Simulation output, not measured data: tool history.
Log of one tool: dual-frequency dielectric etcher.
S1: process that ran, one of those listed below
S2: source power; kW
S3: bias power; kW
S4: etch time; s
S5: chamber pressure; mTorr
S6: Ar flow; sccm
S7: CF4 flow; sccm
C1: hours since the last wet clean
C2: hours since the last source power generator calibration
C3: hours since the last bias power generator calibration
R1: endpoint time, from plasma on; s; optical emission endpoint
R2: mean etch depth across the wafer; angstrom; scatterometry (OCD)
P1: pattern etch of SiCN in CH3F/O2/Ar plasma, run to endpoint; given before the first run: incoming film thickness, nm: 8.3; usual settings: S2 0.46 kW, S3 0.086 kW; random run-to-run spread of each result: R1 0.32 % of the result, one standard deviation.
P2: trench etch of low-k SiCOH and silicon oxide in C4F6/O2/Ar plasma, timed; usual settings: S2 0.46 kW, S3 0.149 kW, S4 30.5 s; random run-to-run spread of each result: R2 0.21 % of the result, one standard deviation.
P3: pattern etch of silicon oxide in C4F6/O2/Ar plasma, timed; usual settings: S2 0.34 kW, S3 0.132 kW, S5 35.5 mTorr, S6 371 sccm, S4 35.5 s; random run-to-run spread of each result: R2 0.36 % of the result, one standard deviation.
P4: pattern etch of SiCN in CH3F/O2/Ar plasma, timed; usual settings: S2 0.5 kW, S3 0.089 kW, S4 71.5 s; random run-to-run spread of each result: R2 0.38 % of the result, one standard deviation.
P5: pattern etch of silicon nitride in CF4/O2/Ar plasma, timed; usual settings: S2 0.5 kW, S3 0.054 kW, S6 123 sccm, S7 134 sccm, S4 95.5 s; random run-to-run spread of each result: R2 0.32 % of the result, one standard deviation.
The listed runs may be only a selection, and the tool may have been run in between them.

| run | day | S1 | S2 | S3 | S4 | S5 | S6 | S7 | C1 | C2 | C3 | R1 | R2 |
|---|---|---|---|---|---|---|---|---|---|---|---|---|---|
| 1 | 0.138 | P1 | 0.46 | 0.086 |  |  |  |  | 106.4 | 2209 | 2440.9 | 19.202 |  |
| 2 | 0.35 | P4 | 0.5 | 0.12 | 71.5 |  |  |  | 111.5 | 2214.1 | 2446 |  | 347.59 |
| 3 | 0.454 | P3 | 0.34 | 0.132 | 43 | 35.5 | 371 |  | 114 | 2216.6 | 2448.5 |  | 1116.8 |
| 4 | 0.596 | P1 | 0.28 | 0.055 |  |  |  |  | 117.4 | 2220 | 2451.9 | 27.195 |  |
| 5 | 0.796 | P3 | 0.34 | 0.132 | 35.5 | 35.5 | 371 |  | 122.2 | 2224.8 | 2456.7 |  | 924.03 |
| 6 | 0.971 | P1 | 0.46 | 0.086 |  |  |  |  | 126.4 | 2229 | 2460.9 | 19.321 |  |
| 7 | 1.121 | P5 | 0.5 | 0.033 | 95.5 |  | 123 | 134 | 130 | 2232.6 | 2464.5 |  | 1554.9 |
| 8 | 1.317 | P1 | 0.31 | 0.086 |  |  |  |  | 134.7 | 2237.3 | 2469.2 | 22.305 |  |
| 9 | 1.554 | P1 | 0.46 | 0.086 |  |  |  |  | 140.4 | 2243 | 2474.9 | 19.232 |  |
| 10 | 1.675 | P1 | 0.46 | 0.086 |  |  |  |  | 143.3 | 2245.9 | 2477.8 | 19.24 |  |
| 11 | 1.817 | P5 | 0.5 | 0.054 | 95.5 |  | 123 | 134 | 146.7 | 2249.3 | 2481.2 |  | 1854.6 |
| 12 | 1.962 | P1 | 0.46 | 0.086 |  |  |  |  | 150.2 | 2252.8 | 2484.7 | 19.247 |  |
| 13 | 2.188 | P3 | 0.47 | 0.132 | 35.5 | 35.5 | 371 |  | 155.6 | 2258.2 | 2490.1 |  | 1052.3 |
| 14 | 2.371 | P5 | 0.5 | 0.054 | 95.5 |  | 173 | 134 | 160 | 2262.6 | 2494.5 |  | 1772.6 |
| 15 | 2.504 | P1 | 0.3 | 0.06 |  |  |  |  | 163.2 | 2265.8 | 2497.7 | 25.59 |  |
| 16 | 2.696 | P2 | 0.46 | 0.149 | 30.5 |  |  |  | 167.8 | 2270.4 | 2502.3 |  | 980.97 |
| 17 | 2.888 | P1 | 0.61 | 0.086 |  |  |  |  | 172.4 | 2275 | 2506.9 | 17.429 |  |
| 18 | 3.046 | P3 | 0.34 | 0.132 | 35.5 | 35.5 | 263 |  | 176.2 | 2278.8 | 2510.7 |  | 956.29 |
| 19 | 3.271 | P4 | 0.67 | 0.089 | 71.5 |  |  |  | 181.6 | 2284.2 | 2516.1 |  | 346.19 |
| 20 | 3.492 | P4 | 0.5 | 0.089 | 71.5 |  |  |  | 186.9 | 2289.5 | 2521.4 |  | 313.28 |
| 21 | 3.658 | P5 | 0.59 | 0.054 | 95.5 |  | 123 | 134 | 190.9 | 2293.5 | 2525.4 |  | 2140 |
| 22 | 3.8 | P2 | 0.26 | 0.149 | 30.5 |  |  |  | 194.3 | 2296.9 | 2528.8 |  | 787.18 |
| 23 | 3.908 | P5 | 0.5 | 0.054 | 129.5 |  | 123 | 134 | 196.9 | 2299.5 | 2531.4 |  | 2516.4 |
| 24 | 4.088 | P5 | 0.5 | 0.054 | 95.5 |  | 123 | 162 | 201.2 | 2303.8 | 2535.7 |  | 1898.8 |
| 25 | 4.3 | P1 | 0.55 | 0.103 |  |  |  |  | 206.3 | 2308.9 | 2540.8 | 16.784 |  |
| 26 | 4.533 | P3 | 0.34 | 0.102 | 35.5 | 35.5 | 371 |  | 211.9 | 2314.5 | 2546.4 |  | 858.39 |
| 27 | 4.729 | P1 | 0.46 | 0.114 |  |  |  |  | 216.6 | 2319.2 | 2551.1 | 17.265 |  |
| 28 | 4.962 | P1 | 0.46 | 0.066 |  |  |  |  | 222.2 | 2324.8 | 2556.7 | 21.105 |  |
| 29 | 5.088 | P3 | 0.34 | 0.132 | 35.5 | 35.5 | 371 |  | 225.2 | 2327.8 | 2559.7 |  | 923.97 |
| 30 | 5.217 | P3 | 0.34 | 0.132 | 35.5 | 42.5 | 371 |  | 228.3 | 2330.9 | 2562.8 |  | 907.96 |
| 31 | 5.446 | P2 | 0.46 | 0.204 | 30.5 |  |  |  | 233.8 | 2336.4 | 2568.3 |  | 1086 |
| 32 | 5.621 | P2 | 0.46 | 0.149 | 17 |  |  |  | 238 | 2340.6 | 2572.5 |  | 547.67 |
| 33 | 5.796 | P1 | 0.46 | 0.086 |  |  |  |  | 242.2 | 2344.8 | 2576.7 | 19.132 |  |
| 34 | 5.946 | P4 | 0.5 | 0.089 | 46 |  |  |  | 245.8 | 2348.4 | 2580.3 |  | 200.3 |
| 35 | 6.112 | P2 | 0.46 | 0.149 | 30.5 |  |  |  | 249.8 | 2352.4 | 2584.3 |  | 984.85 |
| 36 | 6.229 | P1 | 0.46 | 0.086 |  |  |  |  | 252.6 | 2355.2 | 2587.1 | 19.197 |  |
| 37 | 6.408 | P1 | 0.46 | 0.086 |  |  |  |  | 256.9 | 2359.5 | 2591.4 | 19.342 |  |
| 38 | 6.617 | P1 | 0.46 | 0.086 |  |  |  |  | 261.9 | 2364.5 | 2596.4 | 19.383 |  |
| 39 | 6.812 | P1 | 0.46 | 0.086 |  |  |  |  | 266.6 | 2369.2 | 2601.1 | 19.446 |  |
|  | 6.942 | wet clean of the chamber |
| 40 | 7.029 | P1 | 0.46 | 0.086 |  |  |  |  | 2.2 | 2374.4 | 2606.3 | 19.496 |  |
| 41 | 7.208 | P1 | 0.46 | 0.086 |  |  |  |  | 6.5 | 2378.7 | 2610.6 | 19.659 |  |
| 42 | 7.429 | P1 | 0.46 | 0.086 |  |  |  |  | 11.8 | 2384 | 2615.9 | 19.608 |  |
| 43 | 7.567 | P1 | 0.46 | 0.086 |  |  |  |  | 15.1 | 2387.3 | 2619.2 | 19.478 |  |
| 44 | 7.804 | P1 | 0.46 | 0.086 |  |  |  |  | 20.8 | 2393 | 2624.9 | 19.58 |  |
| 45 | 8.008 | P1 | 0.46 | 0.086 |  |  |  |  | 25.7 | 2397.9 | 2629.8 | 19.477 |  |

P1 no longer gives what it gave before; its output has crept away from where it was. The following 2 causes, each at its listed size, fit the log equally well:
A: bias power that arrives under what is set, % = 4.67
B: source power that arrives under what is set, % = 4.53
At approximately day 6.229, the process output began to creep.
All other causes, with the reason each is excluded:
chamber walls in a state that lowers the etch rate, %: serviced at day 6.942, after the drift had started, without restoring the earlier output

Below are 4 check runs, each on a single wafer, with their results shown as question marks. Which of them would tell the listed causes apart, meaning the causes would give clearly different results under it?
| check 1 | 8.212 | P5 | 0.5 | 0.033 | 117.5 |  | 123 | 134 |  |  |  |  | ? |
| check 2 | 8.212 | P4 | 0.66 | 0.089 | 71.5 |  |  |  |  |  |  |  | ? |
| check 3 | 8.212 | P2 | 0.36 | 0.149 | 18.5 |  |  |  |  |  |  |  | ? |
| check 4 | 8.212 | P3 | 0.46 | 0.132 | 35.5 | 35.5 | 371 |  |  |  |  |  | ? |

Outcome of each check run for each possible cause:
| check | result | if A | if B |
|---|---|---|---|
| check 1 | R2 | 1889 | 1842.3 |
| check 2 | R2 | 340.91 | 340.76 |
| check 3 | R2 | 534.16 | 532.18 |
| check 4 | R2 | 1028.5 | 1023.7 |
How far apart the two closest causes lie, in the result that separates them most: check 1 2.5 %; check 2 0.04 %; check 3 0.37 %; check 4 0.47 %
Check 1 distinguishes between the causes, while the remaining checks would return nearly the same result for all of them.

Running check 1 produced the following: R2 1889 angstrom. Which one of the listed causes fits?

The correct cause is A, namely: bias power that arrives under what is set, %.
